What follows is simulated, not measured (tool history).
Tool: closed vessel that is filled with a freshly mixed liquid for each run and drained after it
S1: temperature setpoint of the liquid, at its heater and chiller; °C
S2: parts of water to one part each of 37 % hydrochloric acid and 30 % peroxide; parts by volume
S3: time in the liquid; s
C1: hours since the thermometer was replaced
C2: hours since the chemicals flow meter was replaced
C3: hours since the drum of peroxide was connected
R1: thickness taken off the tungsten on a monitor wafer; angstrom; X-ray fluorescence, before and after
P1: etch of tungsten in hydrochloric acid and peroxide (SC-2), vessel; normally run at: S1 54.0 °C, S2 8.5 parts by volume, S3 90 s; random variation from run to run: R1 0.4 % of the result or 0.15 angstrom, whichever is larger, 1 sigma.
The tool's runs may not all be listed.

Run 1, hour 11.6: S1 54.0 °C, S2 8.5 parts by volume, S3 90 s; C1 500.2; C2 1757.7; C3 85.8. Result: R1 292.02 angstrom.
Run 2, hour 25.7: S1 44.0 °C, S2 8.5 parts by volume, S3 130 s; C1 514.3; C2 1771.8; C3 99.9. Result: R1 215.23 angstrom.
Run 3, hour 32.3: S1 61.5 °C, S2 8.5 parts by volume, S3 90 s; C1 520.9; C2 1778.4; C3 106.5. Result: R1 472.20 angstrom.
Run 4, hour 44.9: S1 61.5 °C, S2 13.5 parts by volume, S3 90 s; C1 533.5; C2 1791.0; C3 119.1. Result: R1 319.09 angstrom.
Run 5, hour 58.3: S1 54.0 °C, S2 8.5 parts by volume, S3 90 s; C1 546.9; C2 1804.4; C3 132.5. Result: R1 292.85 angstrom.
Run 6, hour 71.8: S1 54.0 °C, S2 8.5 parts by volume, S3 175 s; C1 560.4; C2 1817.9; C3 146.0. Result: R1 565.35 angstrom.
At hour 75.1: new drum of peroxide connected.
Run 7, hour 84.2: S1 54.0 °C, S2 4.0 parts by volume, S3 90 s; C1 572.8; C2 1830.3; C3 9.2. Result: R1 510.65 angstrom.
Run 8, hour 94.7: S1 54.0 °C, S2 14.5 parts by volume, S3 90 s; C1 583.3; C2 1840.8; C3 19.7. Result: R1 186.40 angstrom.
Run 9, hour 107.0: S1 54.0 °C, S2 8.5 parts by volume, S3 45 s; C1 595.6; C2 1853.1; C3 32.0. Result: R1 146.77 angstrom.
Run 10, hour 114.7: S1 54.0 °C, S2 8.5 parts by volume, S3 90 s; C1 603.3; C2 1860.8; C3 39.7. Result: R1 293.25 angstrom.
Run 11, hour 123.7: S1 54.0 °C, S2 8.5 parts by volume, S3 90 s; C1 612.3; C2 1869.8; C3 48.7. Result: R1 293.48 angstrom.
Run 12, hour 137.1: S1 39.5 °C, S2 8.5 parts by volume, S3 90 s; C1 625.7; C2 1883.2; C3 62.1. Result: R1 109.20 angstrom.
Run 13, hour 148.8: S1 54.0 °C, S2 8.5 parts by volume, S3 90 s; C1 637.4; C2 1894.9; C3 73.8. Result: R1 291.97 angstrom.
Run 14, hour 161.7: S1 54.0 °C, S2 8.5 parts by volume, S3 90 s; C1 650.3; C2 1907.8; C3 86.7. Result: R1 293.83 angstrom.
Run 15, hour 172.2: S1 54.0 °C, S2 8.5 parts by volume, S3 90 s; C1 660.8; C2 1918.3; C3 97.2. Result: R1 306.19 angstrom.
Run 16, hour 181.7: S1 54.0 °C, S2 8.5 parts by volume, S3 90 s; C1 670.3; C2 1927.8; C3 106.7. Result: R1 312.81 angstrom.
Run 17, hour 192.8: S1 54.0 °C, S2 8.5 parts by volume, S3 90 s; C1 681.4; C2 1938.9; C3 117.8. Result: R1 314.46 angstrom.
Run 18, hour 202.9: S1 54.0 °C, S2 8.5 parts by volume, S3 90 s; C1 691.5; C2 1949.0; C3 127.9. Result: R1 319.35 angstrom.
Run 19, hour 210.0: S1 54.0 °C, S2 8.5 parts by volume, S3 90 s; C1 698.6; C2 1956.1; C3 135.0. Result: R1 316.59 angstrom.
Run 20, hour 216.3: S1 54.0 °C, S2 8.5 parts by volume, S3 90 s; C1 704.9; C2 1962.4; C3 141.3. Result: R1 318.74 angstrom.
Run 21, hour 226.3: S1 54.0 °C, S2 8.5 parts by volume, S3 90 s; C1 714.9; C2 1972.4; C3 151.3. Result: R1 319.98 angstrom.

What P1 gives has crept away from where it was. These 2 causes fit the log equally well, each at the size given:
A: chemicals flow above the setpoint (%) = 11.2
B: liquid hotter than its thermometer reads (K) = 1.32
The creep began at about hour 161.7.
Why every other cause is out:
peroxide weaker than its label (%): at most 8, which would move R1 by -7.3 %: too little, or the wrong way

4 check runs are offered, each on 2 wafers whose results are averaged, their results left as question marks. Which one tells the causes apart?
Run check 1, hour 236.3: S1 61.0 °C, S2 8.5 parts by volume, S3 165 s. Result: R1 ?.
Run check 2, hour 236.3: S1 45.5 °C, S2 4.0 parts by volume, S3 90 s. Result: R1 ?.
Run check 3, hour 236.3: S1 47.0 °C, S2 8.5 parts by volume, S3 90 s. Result: R1 ?.
Run check 4, hour 236.3: S1 42.0 °C, S2 12.5 parts by volume, S3 90 s. Result: R1 ?.

What each check would give under each cause:
  check  result    if A    if B
check 1      R1  912.31  909.53
check 2      R1  311.18  317.66
check 3      R1  200.07  200.92
check 4      R1  103.20  103.33
How far apart the two closest causes lie, in the result that separates them most: check 1 0.31 %; check 2 2.06 %; check 3 0.43 %; check 4 0.13 %
Only check 2 tells the causes apart: in the others they would give nearly the same result.

Then check 2 was run and gave: R1 311.83 angstrom. Which cause is it?

It is A: chemicals flow above the setpoint (%).
